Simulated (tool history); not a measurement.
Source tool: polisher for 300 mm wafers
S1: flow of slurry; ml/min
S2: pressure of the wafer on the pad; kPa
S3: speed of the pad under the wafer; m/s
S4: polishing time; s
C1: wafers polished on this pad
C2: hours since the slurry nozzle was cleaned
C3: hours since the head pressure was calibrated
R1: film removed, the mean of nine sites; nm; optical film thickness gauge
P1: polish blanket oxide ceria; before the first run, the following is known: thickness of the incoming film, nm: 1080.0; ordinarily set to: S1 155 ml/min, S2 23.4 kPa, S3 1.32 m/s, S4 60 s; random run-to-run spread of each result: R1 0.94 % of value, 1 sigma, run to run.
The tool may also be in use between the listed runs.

Run 1, hour 3.7: S1 155 ml/min, S2 23.4 kPa, S3 1.32 m/s, S4 60 s; C1 706; C2 131; C3 653.1. Result: R1 348.16 nm.
Run 2, hour 5.9: S1 245 ml/min, S2 23.4 kPa, S3 1.32 m/s, S4 60 s; C1 736; C2 133.2; C3 655.3. Result: R1 383.32 nm.
Run 3, hour 9.4: S1 95 ml/min, S2 23.4 kPa, S3 1.32 m/s, S4 60 s; C1 782; C2 136.7; C3 658.8. Result: R1 323.74 nm.
Run 4, hour 12.1: S1 155 ml/min, S2 36.5 kPa, S3 1.32 m/s, S4 60 s; C1 818; C2 139.4; C3 661.5. Result: R1 548.4 nm.
Run 5, hour 15: S1 155 ml/min, S2 33.1 kPa, S3 1.32 m/s, S4 32 s; C1 856; C2 142.3; C3 664.4. Result: R1 267.14 nm.
Run 6, hour 19.4: S1 155 ml/min, S2 23.4 kPa, S3 1.32 m/s, S4 60 s; C1 915; C2 146.7; C3 668.8. Result: R1 358.06 nm.
Run 7, hour 24.6: S1 155 ml/min, S2 23.4 kPa, S3 1.32 m/s, S4 90 s; C1 984; C2 151.9; C3 674. Result: R1 536.11 nm.
Run 8, hour 28.7: S1 155 ml/min, S2 11 kPa, S3 1.32 m/s, S4 60 s; C1 1038; C2 156; C3 678.1. Result: R1 168.25 nm.
Run 9, hour 32.4: S1 155 ml/min, S2 23.4 kPa, S3 1.32 m/s, S4 60 s; C1 1087; C2 159.7; C3 681.8. Result: R1 359.32 nm.
Run 10, hour 36.7: S1 155 ml/min, S2 23.4 kPa, S3 1.32 m/s, S4 60 s; C1 1144; C2 164; C3 686.1. Result: R1 354.13 nm.
Run 11, hour 40.6: S1 155 ml/min, S2 23.4 kPa, S3 1.32 m/s, S4 60 s; C1 1196; C2 167.9; C3 690. Result: R1 356.66 nm.
Run 12, hour 42.9: S1 155 ml/min, S2 23.4 kPa, S3 1.32 m/s, S4 34 s; C1 1226; C2 170.2; C3 692.3. Result: R1 199.16 nm.
Run 13, hour 45.4: S1 155 ml/min, S2 23.4 kPa, S3 2.06 m/s, S4 60 s; C1 1260; C2 172.7; C3 694.8. Result: R1 547.23 nm.
Run 14, hour 48: S1 205 ml/min, S2 23.4 kPa, S3 1.32 m/s, S4 89 s; C1 1294; C2 175.3; C3 697.4. Result: R1 542.17 nm.
Run 15, hour 52.3: S1 155 ml/min, S2 23.4 kPa, S3 0.84 m/s, S4 60 s; C1 1351; C2 179.6; C3 701.7. Result: R1 223.99 nm.
Run 16, hour 56.9: S1 155 ml/min, S2 23.4 kPa, S3 1.32 m/s, S4 60 s; C1 1412; C2 184.2; C3 706.3. Result: R1 358.31 nm.
Run 17, hour 59.6: S1 155 ml/min, S2 23.4 kPa, S3 1.32 m/s, S4 60 s; C1 1448; C2 186.9; C3 709. Result: R1 345.89 nm.
Run 18, hour 62.4: S1 155 ml/min, S2 23.4 kPa, S3 1.32 m/s, S4 60 s; C1 1485; C2 189.7; C3 711.8. Result: R1 336.31 nm.
Run 19, hour 64.9: S1 155 ml/min, S2 23.4 kPa, S3 1.32 m/s, S4 60 s; C1 1518; C2 192.2; C3 714.3. Result: R1 337.87 nm.
Run 20, hour 69.9: S1 155 ml/min, S2 23.4 kPa, S3 1.32 m/s, S4 60 s; C1 1585; C2 197.2; C3 719.3. Result: R1 331.78 nm.
At hour 73: head pressure recalibrated.
Run 21, hour 73.9: S1 155 ml/min, S2 23.4 kPa, S3 1.32 m/s, S4 60 s; C1 1638; C2 201.2; C3 0.9. Result: R1 318.71 nm.
Run 22, hour 77: S1 155 ml/min, S2 23.4 kPa, S3 1.32 m/s, S4 60 s; C1 1679; C2 204.3; C3 4. Result: R1 320.92 nm.
Run 23, hour 81.4: S1 155 ml/min, S2 23.4 kPa, S3 1.32 m/s, S4 60 s; C1 1737; C2 208.7; C3 8.4. Result: R1 323.02 nm.
Run 24, hour 85.2: S1 155 ml/min, S2 23.4 kPa, S3 1.32 m/s, S4 60 s; C1 1788; C2 212.5; C3 12.2. Result: R1 318.15 nm.
Run 25, hour 90.3: S1 155 ml/min, S2 23.4 kPa, S3 1.32 m/s, S4 60 s; C1 1855; C2 217.6; C3 17.3. Result: R1 317.89 nm.
Run 26, hour 95.6: S1 155 ml/min, S2 23.4 kPa, S3 1.32 m/s, S4 60 s; C1 1926; C2 222.9; C3 22.6. Result: R1 322.07 nm.
Run 27, hour 98: S1 155 ml/min, S2 23.4 kPa, S3 1.32 m/s, S4 60 s; C1 1958; C2 225.3; C3 25. Result: R1 322.88 nm.

Something has made what P1 gives creep away from where it was; the 2 causes below, each at its own stated size, fit the log equally well:
A: removal rate lost through wear of the pad, % = 10.2
B: slurry flow missing at the pad, % = 39.7
The creep began at about hour 56.9.
All other causes, with the reason each is excluded:
head's pressure below its setpoint, %: maintenance at hour 73, after the shift began, did not return the process to its former output

You are offered 4 check runs, listed below with question marks in place of their results; each one averages 2 wafers. Which run separates the listed causes by giving clearly different results for each?
Run check 1, hour 100.4: S1 155 ml/min, S2 15.2 kPa, S3 1.32 m/s, S4 87 s. Result: R1 ?.
Run check 2, hour 100.4: S1 95 ml/min, S2 23.4 kPa, S3 2.02 m/s, S4 60 s. Result: R1 ?.
Run check 3, hour 100.4: S1 155 ml/min, S2 35.2 kPa, S3 1.32 m/s, S4 34 s. Result: R1 ?.
Run check 4, hour 100.4: S1 155 ml/min, S2 15.9 kPa, S3 1.32 m/s, S4 60 s. Result: R1 ?.

Outcome of each check run for each possible cause:
  check  result    if A    if B
check 1      R1  298.52  298.48
check 2      R1  439.05  414.56
check 3      R1  270.45  270.41
check 4      R1  215.23  215.21
Smallest distance between any two causes, each pair judged by its most separating result, in per cent: check 1 0.01 %; check 2 5.74 %; check 3 0.01 %; check 4 0.01 %
The causes can be told apart only by check 2. The other checks would give nearly the same results under each of them.

Check 2 was carried out, with these results: R1 439.56 nm. Which of the listed causes is responsible?

The cause is A: removal rate lost through wear of the pad, %.
